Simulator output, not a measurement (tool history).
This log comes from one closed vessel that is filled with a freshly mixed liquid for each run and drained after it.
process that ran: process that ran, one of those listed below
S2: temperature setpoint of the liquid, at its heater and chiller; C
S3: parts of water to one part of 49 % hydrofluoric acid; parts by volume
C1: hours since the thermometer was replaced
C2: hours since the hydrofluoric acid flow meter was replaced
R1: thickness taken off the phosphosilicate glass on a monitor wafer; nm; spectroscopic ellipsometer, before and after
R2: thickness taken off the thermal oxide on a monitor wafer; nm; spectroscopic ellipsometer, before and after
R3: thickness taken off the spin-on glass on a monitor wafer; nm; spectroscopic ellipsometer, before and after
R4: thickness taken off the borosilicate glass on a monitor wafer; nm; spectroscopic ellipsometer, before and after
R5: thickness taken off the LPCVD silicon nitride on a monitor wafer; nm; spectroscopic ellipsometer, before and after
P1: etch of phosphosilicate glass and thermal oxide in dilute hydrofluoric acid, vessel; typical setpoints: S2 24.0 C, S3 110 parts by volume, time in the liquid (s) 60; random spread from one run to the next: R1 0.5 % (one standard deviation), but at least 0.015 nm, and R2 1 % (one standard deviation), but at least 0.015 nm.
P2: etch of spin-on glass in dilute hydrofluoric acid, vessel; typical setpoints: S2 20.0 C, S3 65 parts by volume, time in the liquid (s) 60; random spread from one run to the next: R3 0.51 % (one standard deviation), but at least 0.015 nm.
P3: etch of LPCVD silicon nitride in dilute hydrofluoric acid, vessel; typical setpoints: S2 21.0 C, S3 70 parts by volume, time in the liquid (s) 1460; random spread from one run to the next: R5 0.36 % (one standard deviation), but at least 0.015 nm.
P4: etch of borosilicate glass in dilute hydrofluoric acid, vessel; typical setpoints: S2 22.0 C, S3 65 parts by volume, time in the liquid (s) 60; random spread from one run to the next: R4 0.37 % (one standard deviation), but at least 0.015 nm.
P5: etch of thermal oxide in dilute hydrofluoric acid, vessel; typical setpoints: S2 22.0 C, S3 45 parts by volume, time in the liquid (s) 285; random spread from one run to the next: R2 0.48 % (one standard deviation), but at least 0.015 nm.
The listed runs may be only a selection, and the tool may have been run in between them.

run 1 hour=10.3 | process_that_ran=P1 S2=24.0 S3=110 time_in_the_liquid_(s)=60 | C1=963.0 C2=417.0 | R1=94.732 R2=2.5523
run 2 hour=24.8 | process_that_ran=P1 S2=24.0 S3=165 time_in_the_liquid_(s)=60 | C1=977.5 C2=431.5 | R1=59.173 R2=1.5710
run 3 hour=35.3 | process_that_ran=P1 S2=24.0 S3=70 time_in_the_liquid_(s)=60 | C1=988.0 C2=442.0 | R1=157.010 R2=4.2469
run 4 hour=43.6 | process_that_ran=P2 S2=20.0 S3=25 time_in_the_liquid_(s)=60 | C1=996.3 C2=450.3 | R3=47.600
run 5 hour=56.9 | process_that_ran=P4 S2=22.0 S3=65 time_in_the_liquid_(s)=60 | C1=1009.6 C2=463.6 | R4=19.2720
run 6 hour=73.1 | process_that_ran=P5 S2=22.0 S3=75 time_in_the_liquid_(s)=285 | C1=1025.8 C2=479.8 | R2=16.7450
run 7 hour=80.5 | process_that_ran=P2 S2=17.0 S3=65 time_in_the_liquid_(s)=60 | C1=1033.2 C2=487.2 | R3=15.225
run 8 hour=90.5 | process_that_ran=P5 S2=22.0 S3=45 time_in_the_liquid_(s)=285 | C1=1043.2 C2=497.2 | R2=29.1710
run 9 hour=100.3 | process_that_ran=P1 S2=24.0 S3=110 time_in_the_liquid_(s)=60 | C1=1053.0 C2=507.0 | R1=95.043 R2=2.5841
run 10 hour=107.6 | process_that_ran=P2 S2=20.0 S3=65 time_in_the_liquid_(s)=85 | C1=1060.3 C2=514.3 | R3=24.336
run 11 hour=114.7 | process_that_ran=P4 S2=22.0 S3=25 time_in_the_liquid_(s)=60 | C1=1067.4 C2=521.4 | R4=52.7440
run 12 hour=128.4 | process_that_ran=P4 S2=29.5 S3=65 time_in_the_liquid_(s)=60 | C1=1081.1 C2=535.1 | R4=25.8650
run 13 hour=144.3 | process_that_ran=P5 S2=22.0 S3=45 time_in_the_liquid_(s)=515 | C1=1097.0 C2=551.0 | R2=52.2670
run 14 hour=155.4 | process_that_ran=P3 S2=21.0 S3=70 time_in_the_liquid_(s)=1460 | C1=1108.1 C2=562.1 | R5=8.2978
run 15 hour=170.9 | process_that_ran=P4 S2=22.0 S3=65 time_in_the_liquid_(s)=60 | C1=1123.6 C2=577.6 | R4=19.3310
run 16 hour=178.8 | process_that_ran=P1 S2=31.0 S3=110 time_in_the_liquid_(s)=60 | C1=1131.5 C2=585.5 | R1=123.430 R2=3.3917
run 17 hour=193.9 | process_that_ran=P1 S2=24.0 S3=110 time_in_the_liquid_(s)=60 | C1=1146.6 C2=600.6 | R1=94.593 R2=2.5727
run 18 hour=210.3 | process_that_ran=P3 S2=21.0 S3=70 time_in_the_liquid_(s)=2235 | C1=1163.0 C2=617.0 | R5=12.6360
run 19 hour=222.8 | process_that_ran=P1 S2=24.0 S3=110 time_in_the_liquid_(s)=60 | C1=1175.5 C2=629.5 | R1=95.210 R2=2.5506
run 20 hour=236.2 | process_that_ran=P1 S2=24.0 S3=110 time_in_the_liquid_(s)=95 | C1=1188.9 C2=642.9 | R1=149.780 R2=4.0714
run 21 hour=252.6 | process_that_ran=P1 S2=17.5 S3=110 time_in_the_liquid_(s)=60 | C1=1205.3 C2=659.3 | R1=72.748 R2=1.9699
run 22 hour=262.3 | process_that_ran=P1 S2=17.0 S3=180 time_in_the_liquid_(s)=60 | C1=1215.0 C2=669.0 | R1=40.597 R2=1.0689
run 23 hour=273.6 | process_that_ran=P1 S2=24.0 S3=110 time_in_the_liquid_(s)=30 | C1=1226.3 C2=680.3 | R1=47.271 R2=1.2752
run 24 hour=282.4 | process_that_ran=P2 S2=20.0 S3=65 time_in_the_liquid_(s)=60 | C1=1235.1 C2=689.1 | R3=17.452
run 25 hour=298.0 | process_that_ran=P4 S2=22.0 S3=65 time_in_the_liquid_(s)=30 | C1=1250.7 C2=704.7 | R4=9.5574
run 26 hour=310.7 | process_that_ran=P3 S2=21.0 S3=115 time_in_the_liquid_(s)=1460 | C1=1263.4 C2=717.4 | R5=5.0965
-- hour=321.8 thermometer replaced
run 27 hour=325.2 | process_that_ran=P3 S2=17.0 S3=70 time_in_the_liquid_(s)=1460 | C1=3.4 C2=731.9 | R5=6.2793
run 28 hour=332.4 | process_that_ran=P3 S2=21.0 S3=70 time_in_the_liquid_(s)=1460 | C1=10.6 C2=739.1 | R5=8.3406
run 29 hour=343.0 | process_that_ran=P5 S2=30.0 S3=45 time_in_the_liquid_(s)=285 | C1=21.2 C2=749.7 | R2=40.2760
run 30 hour=351.6 | process_that_ran=P1 S2=30.0 S3=110 time_in_the_liquid_(s)=90 | C1=29.8 C2=758.3 | R1=179.170 R2=4.7958
run 31 hour=359.3 | process_that_ran=P1 S2=24.0 S3=110 time_in_the_liquid_(s)=60 | C1=37.5 C2=766.0 | R1=94.958 R2=2.5922
run 32 hour=373.7 | process_that_ran=P1 S2=24.0 S3=110 time_in_the_liquid_(s)=60 | C1=51.9 C2=780.4 | R1=96.722 R2=2.5803
run 33 hour=387.2 | process_that_ran=P1 S2=24.0 S3=110 time_in_the_liquid_(s)=60 | C1=65.4 C2=793.9 | R1=99.084 R2=2.6855
run 34 hour=398.5 | process_that_ran=P1 S2=24.0 S3=110 time_in_the_liquid_(s)=60 | C1=76.7 C2=805.2 | R1=99.602 R2=2.6669
run 35 hour=413.6 | process_that_ran=P1 S2=24.0 S3=110 time_in_the_liquid_(s)=60 | C1=91.8 C2=820.3 | R1=100.730 R2=2.7133
run 36 hour=422.7 | process_that_ran=P1 S2=24.0 S3=110 time_in_the_liquid_(s)=60 | C1=100.9 C2=829.4 | R1=101.270 R2=2.7190
run 37 hour=431.4 | process_that_ran=P1 S2=24.0 S3=110 time_in_the_liquid_(s)=60 | C1=109.6 C2=838.1 | R1=100.580 R2=2.6721
run 38 hour=439.6 | process_that_ran=P1 S2=24.0 S3=110 time_in_the_liquid_(s)=60 | C1=117.8 C2=846.3 | R1=101.120 R2=2.7301
run 39 hour=453.3 | process_that_ran=P1 S2=24.0 S3=110 time_in_the_liquid_(s)=60 | C1=131.5 C2=860.0 | R1=102.160 R2=2.7052
run 40 hour=468.0 | process_that_ran=P1 S2=24.0 S3=110 time_in_the_liquid_(s)=60 | C1=146.2 C2=874.7 | R1=101.730 R2=2.7031
run 41 hour=478.1 | process_that_ran=P1 S2=24.0 S3=110 time_in_the_liquid_(s)=60 | C1=156.3 C2=884.8 | R1=102.160 R2=2.7129
run 42 hour=493.2 | process_that_ran=P1 S2=24.0 S3=110 time_in_the_liquid_(s)=60 | C1=171.4 C2=899.9 | R1=102.520 R2=2.7159

What P1 gives has crept off from where it sat before. The 2 causes that follow fit the log equally well, each at the size noted:
A: hydrofluoric acid flow above the setpoint (%) = 6.77
B: liquid hotter than its thermometer reads (K) = 1.9
At approximately hour 359.3, the process output began to creep.

Consider the 4 single-wafer check runs listed below, results given as question marks: which one distinguishes between the causes by giving clearly different results for each?
run check 1 hour=508.3 | process_that_ran=P4 S2=27.0 S3=65 time_in_the_liquid_(s)=60 | R4=?
run check 2 hour=508.3 | process_that_ran=P3 S2=21.0 S3=105 time_in_the_liquid_(s)=1460 | R5=?
run check 3 hour=508.3 | process_that_ran=P2 S2=17.0 S3=65 time_in_the_liquid_(s)=60 | R3=?
run check 4 hour=508.3 | process_that_ran=P5 S2=29.0 S3=60 time_in_the_liquid_(s)=285 | R2=?

Check results expected under each cause:
check=check_1 result=R4 if_A=25.3110 if_B=25.4000
check=check_2 result=R5 if_A=5.9572 if_B=6.3440
check=check_3 result=R3 if_A=16.311 if_B=16.495
check=check_4 result=R2 if_A=30.4110 if_B=30.4970
How far apart the two closest causes lie, in the result that separates them most: check 1 0.35 %; check 2 6.29 %; check 3 1.12 %; check 4 0.28 %
Check 2 distinguishes between the causes, while the remaining checks would return nearly the same result for all of them.

Running check 2 produced the following: R5 5.9306 nm. Which one of the listed causes fits?

The cause is A: hydrofluoric acid flow above the setpoint (%).

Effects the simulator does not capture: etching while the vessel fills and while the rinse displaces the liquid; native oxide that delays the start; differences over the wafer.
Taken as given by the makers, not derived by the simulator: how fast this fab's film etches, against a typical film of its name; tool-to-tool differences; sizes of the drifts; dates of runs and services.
